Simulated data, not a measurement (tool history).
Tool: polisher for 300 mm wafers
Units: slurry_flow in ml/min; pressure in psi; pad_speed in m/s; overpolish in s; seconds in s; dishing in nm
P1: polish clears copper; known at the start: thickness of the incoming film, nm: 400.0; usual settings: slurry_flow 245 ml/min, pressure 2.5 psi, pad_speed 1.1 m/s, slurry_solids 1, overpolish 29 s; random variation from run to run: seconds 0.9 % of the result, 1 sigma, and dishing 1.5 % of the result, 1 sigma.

run   hour  slurry_flow  pressure  pad_speed  slurry_solids  overpolish  seconds  dishing
  1    5.6          245       2.5        1.1              1          29   116.09   27.413
  2   12.3          245       2.5        1.1              1          29   117.44   27.703
  3   17.7          245       1.2        1.1            0.6          29   274.27   19.527
  4   27.3          245       2.5       0.56              1          29   229.87    21.65
  5   33.2          245       3.6        1.1              1          29   82.039   30.567
  6   38.9          245       1.4        1.1              1          29   208.27   22.612
  7   45.8          245       2.5        1.1              1          29   118.06   27.712
  8   50.9          375       2.5        1.1              1          29   113.08   28.552
  9   61.3          245       2.5       1.66              1          29   77.584     30.1
 10   69.1          245       2.5        1.1           1.35          29   109.93   28.479
 11   78.6          245       2.5        1.1              1          29   116.99   29.381
 12   84.9          245       2.5        1.1              1          44   117.59   30.361
      92.2  -- slurry blender recalibrated
 13   95.8          145       2.5        1.1              1          29   127.11   27.461
 14  103.5          245       2.5        1.1              1          17   115.89   23.001
 15  111.2          245       2.5        1.1           0.75          29   124.11   28.774
 16  117.2          245       2.5        1.1            0.7          46   127.66   29.682
 17  123.1          245       1.5        1.1              1           9   198.81   11.341
 18  130.7          245       2.5        1.1              1          29   117.88   28.306
 19  139.1          245       2.5        1.1              1          29   121.43   27.625
 20  149.7          245       2.5        1.1              1          29   125.67   27.985
     151.8  -- head pressure recalibrated
 21  160.7          245       2.5        1.1              1          29   122.71   27.897
     169.8  -- worn pad replaced by a new one
 22  169.8          245       2.5        1.1              1          29   127.39   28.364
 23    176          245       2.5        1.1              1          29   125.41   28.299
 24  183.1          245       2.5        1.1              1          29    124.6   28.162
 25  189.5          245       2.5        1.1              1          29   125.73   27.685

What P1 gives has crept away from where it was. These 2 causes fit the log equally well, each at the size given:
A: abrasive missing from the slurry, % = 27.8
B: slurry flow missing at the pad, % = 38.8
The creep began at about hour 130.7.
Why every other cause is out:
removal rate lost through wear of the pad, %: serviced at hour 169.8, which brought nothing back
head's pressure below its setpoint, %: serviced at hour 151.8, which brought nothing back

4 check runs are offered, each on 3 wafers whose results are averaged, their results left as question marks. Which one tells the causes apart?
check 1  195.9          245       2.5       0.82              1          29        ?        ?
check 2  195.9          245       2.5        1.1            1.3          29        ?        ?
check 3  195.9          300       2.5        1.1              1          39        ?        ?
check 4  195.9          145       2.5        1.1              1          29        ?        ?

What each check would give under each cause:
  check   result    if A    if B
check 1  seconds  168.93  168.92
check 1  dishing  25.312  25.313
check 2  seconds   119.2  118.93
check 2  dishing    28.2  28.215
check 3  seconds  123.42  121.95
check 3  dishing   29.64   29.69
check 4  seconds  135.64  141.48
check 4  dishing  27.251  26.909
How far apart the two closest causes lie, in the result that separates them most: check 1 0.01 %; check 2 0.23 %; check 3 1.2 %; check 4 4.22 %
Check 4 tells the causes apart: in the others they would give nearly the same result.

Then check 4 was run and gave: seconds 134.99 s; dishing 27.087 nm. Which cause is it?

It is A: abrasive missing from the slurry, %.

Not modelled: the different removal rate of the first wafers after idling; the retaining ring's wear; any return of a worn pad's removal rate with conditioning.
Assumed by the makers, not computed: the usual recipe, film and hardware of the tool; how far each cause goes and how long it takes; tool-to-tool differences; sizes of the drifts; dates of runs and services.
